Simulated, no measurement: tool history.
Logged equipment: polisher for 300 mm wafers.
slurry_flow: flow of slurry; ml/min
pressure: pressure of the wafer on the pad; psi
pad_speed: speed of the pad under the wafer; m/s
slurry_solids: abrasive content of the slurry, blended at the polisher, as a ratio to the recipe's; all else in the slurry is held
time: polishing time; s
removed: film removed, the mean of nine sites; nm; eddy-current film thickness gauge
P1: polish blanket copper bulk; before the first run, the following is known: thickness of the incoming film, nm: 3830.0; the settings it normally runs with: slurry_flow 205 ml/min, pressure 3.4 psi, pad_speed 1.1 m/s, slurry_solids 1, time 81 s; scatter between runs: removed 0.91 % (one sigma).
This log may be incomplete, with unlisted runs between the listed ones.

| run | hour | slurry_flow | pressure | pad_speed | slurry_solids | time | wafers polished on this pad | hours since the slurry nozzle was cleaned | hours since the head pressure was calibrated | hours since the slurry blender was calibrated | removed |
|---|---|---|---|---|---|---|---|---|---|---|---|
| 1 | 8.7 | 205 | 3.4 | 1.1 | 1 | 81 | 315 | 321.9 | 67.2 | 137.3 | 1055.6 |
| 2 | 19.2 | 205 | 2.3 | 1.64 | 1 | 81 | 402 | 332.4 | 77.7 | 147.8 | 1070.2 |
| 3 | 31.4 | 205 | 3.4 | 0.78 | 1 | 81 | 504 | 344.6 | 89.9 | 160 | 749.74 |
| 4 | 44.2 | 310 | 3.4 | 1.1 | 1 | 81 | 611 | 357.4 | 102.7 | 172.8 | 1086.7 |
| 5 | 50.2 | 205 | 3.4 | 1.1 | 1 | 81 | 661 | 363.4 | 108.7 | 178.8 | 1046.7 |
| 6 | 59.8 | 205 | 3.4 | 1.1 | 1 | 110 | 741 | 373 | 118.3 | 188.4 | 1456.2 |
| 7 | 67.5 | 205 | 3.4 | 1.1 | 1 | 81 | 806 | 380.7 | 126 | 196.1 | 1048.4 |
| 8 | 76.1 | 205 | 3.4 | 1.1 | 1 | 59 | 877 | 389.3 | 134.6 | 204.7 | 770.42 |
| 9 | 86.4 | 205 | 4.3 | 1.1 | 1 | 81 | 963 | 399.6 | 144.9 | 215 | 1356.3 |
| 10 | 97.5 | 205 | 3.4 | 1.66 | 1 | 81 | 1056 | 410.7 | 156 | 226.1 | 1583.6 |
| 11 | 108.7 | 130 | 3.4 | 1.1 | 1 | 81 | 1150 | 421.9 | 167.2 | 237.3 | 972.68 |
| 12 | 120.5 | 205 | 3.4 | 1.1 | 1.5 | 81 | 1248 | 433.7 | 179 | 249.1 | 1161.5 |
| 13 | 129.3 | 205 | 1.5 | 1.1 | 1 | 81 | 1322 | 442.5 | 187.8 | 257.9 | 458.48 |
| 14 | 139.8 | 205 | 3.4 | 1.1 | 0.75 | 81 | 1409 | 453 | 198.3 | 268.4 | 985.07 |
| 15 | 145.9 | 205 | 3.4 | 1.1 | 1 | 81 | 1460 | 459.1 | 204.4 | 274.5 | 1035.6 |
| 16 | 157.8 | 205 | 3.4 | 1.1 | 1 | 81 | 1560 | 471 | 216.3 | 286.4 | 1077.2 |
| 17 | 171.6 | 205 | 3.4 | 1.1 | 1 | 81 | 1675 | 484.8 | 230.1 | 300.2 | 1022.8 |
| 18 | 178 | 205 | 3.4 | 1.1 | 1 | 81 | 1728 | 491.2 | 236.5 | 306.6 | 1008.1 |
| 19 | 184.1 | 205 | 3.4 | 1.1 | 1 | 81 | 1779 | 497.3 | 242.6 | 312.7 | 995.74 |
|  | 186.7 | slurry blender recalibrated |
| 20 | 191.5 | 205 | 3.4 | 1.1 | 1 | 81 | 1841 | 504.7 | 250 | 4.8 | 977.76 |
| 21 | 198 | 205 | 3.4 | 1.1 | 1 | 81 | 1895 | 511.2 | 256.5 | 11.3 | 995.93 |
|  | 202 | worn pad replaced by a new one |
| 22 | 206.7 | 205 | 3.4 | 1.1 | 1 | 81 | 39 | 519.9 | 265.2 | 20 | 987.47 |
| 23 | 219 | 205 | 3.4 | 1.1 | 1 | 81 | 142 | 532.2 | 277.5 | 32.3 | 967.38 |
| 24 | 226.8 | 205 | 3.4 | 1.1 | 1 | 81 | 207 | 540 | 285.3 | 40.1 | 971.3 |

The log shows P1 creeping away from where it was. Any of the 2 causes listed here, at the size stated for it, fits the log just as well as the others:
A: slurry flow missing at the pad, % = 36.8
B: head's pressure below its setpoint, % = 7.11
Onset of the creep was near hour 157.8.
Excluded causes, each with its reason:
removal rate lost through wear of the pad, %: serviced at hour 202, after the change had begun; the process did not return to its earlier output
abrasive missing from the slurry, %: serviced at hour 186.7, after the change had begun; the process did not return to its earlier output

Each of the check runs listed below is run on 5 wafers and reports their average, with the results left as question marks. Pick the one under which the possible causes would lead to clearly different results.
| check 1 | 234.6 | 135 | 3.4 | 0.78 | 1 | 81 |  |  |  |  | ? |
| check 2 | 234.6 | 205 | 3.4 | 1.56 | 1 | 81 |  |  |  |  | ? |
| check 3 | 234.6 | 205 | 2.3 | 1.1 | 1 | 102 |  |  |  |  | ? |
| check 4 | 234.6 | 205 | 3.4 | 1.64 | 1 | 81 |  |  |  |  | ? |

Check results expected under each cause:
| check | result | if A | if B |
|---|---|---|---|
| check 1 | removed | 628.4 | 650.1 |
| check 2 | removed | 1388.6 | 1388.6 |
| check 3 | removed | 834.1 | 834.07 |
| check 4 | removed | 1459.8 | 1459.8 |
Per check, the gap between the least separated pair of causes, taken in the result that splits them most: check 1 3.4 %; check 2 0 %; check 3 0 %; check 4 0 %
Check 1 is the one run that separates the causes; every other check would come out nearly the same whichever cause is at work.

Check 1 was then run and gave: removed 633.21 nm. Which cause is it?

It is A: slurry flow missing at the pad, %.
